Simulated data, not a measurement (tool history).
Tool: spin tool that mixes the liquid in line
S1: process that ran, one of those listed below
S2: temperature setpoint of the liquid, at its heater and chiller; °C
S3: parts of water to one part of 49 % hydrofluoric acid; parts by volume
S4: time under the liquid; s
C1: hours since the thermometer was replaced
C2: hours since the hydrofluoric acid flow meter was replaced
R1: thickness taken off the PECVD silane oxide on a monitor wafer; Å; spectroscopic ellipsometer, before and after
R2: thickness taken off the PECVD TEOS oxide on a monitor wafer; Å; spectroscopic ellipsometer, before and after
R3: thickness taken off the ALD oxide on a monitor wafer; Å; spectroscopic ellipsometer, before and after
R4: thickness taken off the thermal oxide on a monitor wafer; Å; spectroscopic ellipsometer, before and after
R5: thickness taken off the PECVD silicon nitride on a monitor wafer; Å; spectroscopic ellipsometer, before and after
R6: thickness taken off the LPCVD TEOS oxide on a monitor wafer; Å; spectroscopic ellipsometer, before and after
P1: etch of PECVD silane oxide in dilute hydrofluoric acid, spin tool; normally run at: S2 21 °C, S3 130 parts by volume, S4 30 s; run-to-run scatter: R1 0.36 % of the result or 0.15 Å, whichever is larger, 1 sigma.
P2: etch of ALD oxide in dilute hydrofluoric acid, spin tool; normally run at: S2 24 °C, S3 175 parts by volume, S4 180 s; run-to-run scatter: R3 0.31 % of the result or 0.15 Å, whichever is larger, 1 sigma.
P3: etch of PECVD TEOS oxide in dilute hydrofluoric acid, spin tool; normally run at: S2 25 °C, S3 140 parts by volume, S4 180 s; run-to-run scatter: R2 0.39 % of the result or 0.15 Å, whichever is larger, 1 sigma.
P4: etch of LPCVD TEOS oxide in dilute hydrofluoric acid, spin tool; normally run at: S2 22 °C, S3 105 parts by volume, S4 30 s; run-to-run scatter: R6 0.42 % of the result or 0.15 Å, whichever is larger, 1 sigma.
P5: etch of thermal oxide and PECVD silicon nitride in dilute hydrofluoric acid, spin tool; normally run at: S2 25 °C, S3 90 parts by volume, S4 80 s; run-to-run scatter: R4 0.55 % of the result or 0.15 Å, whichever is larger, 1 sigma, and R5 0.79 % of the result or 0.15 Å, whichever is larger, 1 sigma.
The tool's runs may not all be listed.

run	day	S1	S2	S3	S4	C1	C2	R1	R2	R3	R4	R5	R6
1	0.412	P1	21	130	30	498.2	511.6	101.48					
2	1.046	P3	25	40	180	513.4	526.8		567.1				
3	1.554	P1	21	130	30	525.6	539	100.76					
4	2.125	P2	24	175	15	539.3	552.7			13.881			
5	2.65	P1	21	70	30	551.9	565.3	202.8					
6	3.092	P1	21	130	30	562.5	575.9	101.47					
7	3.65	P5	25	90	80	575.9	589.3				45.98	33.177	
8	4.338	P2	24	325	180	592.4	605.8			75.994			
9	5.083	P4	22	180	30	610.3	623.7						77.031
10	5.475	P1	17	130	15	619.7	633.1	43.07					
11	6.046	P1	21	130	30	633.4	646.8	101.16					
12	6.804	P4	30	105	30	651.6	665						195.52
13	7.475	P5	17	90	80	667.7	681.1				33.136	19.088	
14	7.833	P4	22	105	65	676.3	689.7						311.78
15	8.412	P3	19.5	140	180	690.2	703.6		114.95				
16	8.754	P1	27.5	215	30	698.4	711.8	71.283					
17	9.304	P2	17.5	175	180	711.6	725			128.02			
18	9.667	P1	17	130	15	720.3	733.7	43.212					
19	10.129	P3	25	140	300	731.4	744.8		238.41				
20	10.596	P1	27	130	30	742.6	756	127.85					
21	11.238	P1	21	130	30	758	771.4	101.22					
22	11.704	P1	17	130	30	769.2	782.6	86.245					
23	12.425	P3	25	140	180	786.5	799.9		142.57				
24	13.071	P4	22	105	30	802	815.4						144.4
25	13.521	P1	21	130	15	812.8	826.2	50.691					
26	14.075	P1	21	130	50	826.1	839.5	168.72					
27	14.738	P1	21	130	30	842	855.4	100.9					
28	15.45	P5	25	90	15	859.1	872.5				8.5312	6.2072	
29	15.796	P1	21	200	30	867.4	880.8	61.457					
30	16.296	P5	25	55	80	879.4	892.8				79.159	53.134	
31	16.625	P2	24	175	180	887.3	900.7			165.6			
32	17.25	P1	21	130	30	902.3	915.7	101.84					
33	17.7	P1	21	130	30	913.1	926.5	104.28					
34	18.196	P1	21	130	30	925	938.4	106.58					
35	18.929	P1	21	130	30	942.6	956	108.58					
36	19.583	P1	21	130	30	958.3	971.7	108.56					
37	20.329	P1	21	130	30	976.2	989.6	109.4					
38	20.917	P1	21	130	30	990.3	1003.7	109.64					
39	21.375	P1	21	130	30	1001.3	1014.7	110.44					
40	21.983	P1	21	130	30	1015.9	1029.3	109.75					

What P1 gives has crept away from where it was. These 2 causes fit the log equally well, each at the size given:
A: liquid hotter than its thermometer reads (K) = 1.96
B: hydrofluoric acid flow above the setpoint (%) = 7.04
The creep began at about day 17.25.

4 check runs are offered, each on 3 wafers whose results are averaged, their results left as question marks. Which one tells the causes apart?
check 1	22.592	P5	25	90	30						?	?	
check 2	22.592	P3	21	90	180				?				
check 3	22.592	P4	22	150	60								?
check 4	22.592	P2	24	265	15					?			

What each check would give under each cause:
check	result	if A	if B
check 1	R4	18.54	18.518
check 1	R5	14.058	13.234
check 2	R2	218.27	217.25
check 3	R6	205.39	206.04
check 4	R3	8.8298	8.9813
How far apart the two closest causes lie, in the result that separates them most: check 1 6.04 %; check 2 0.47 %; check 3 0.32 %; check 4 1.7 %
Check 1 tells the causes apart: in the others they would give nearly the same result.

Then check 1 was run and gave: R4 18.415 Å; R5 14.261 Å. Which cause is it?

It is A: liquid hotter than its thermometer reads (K).

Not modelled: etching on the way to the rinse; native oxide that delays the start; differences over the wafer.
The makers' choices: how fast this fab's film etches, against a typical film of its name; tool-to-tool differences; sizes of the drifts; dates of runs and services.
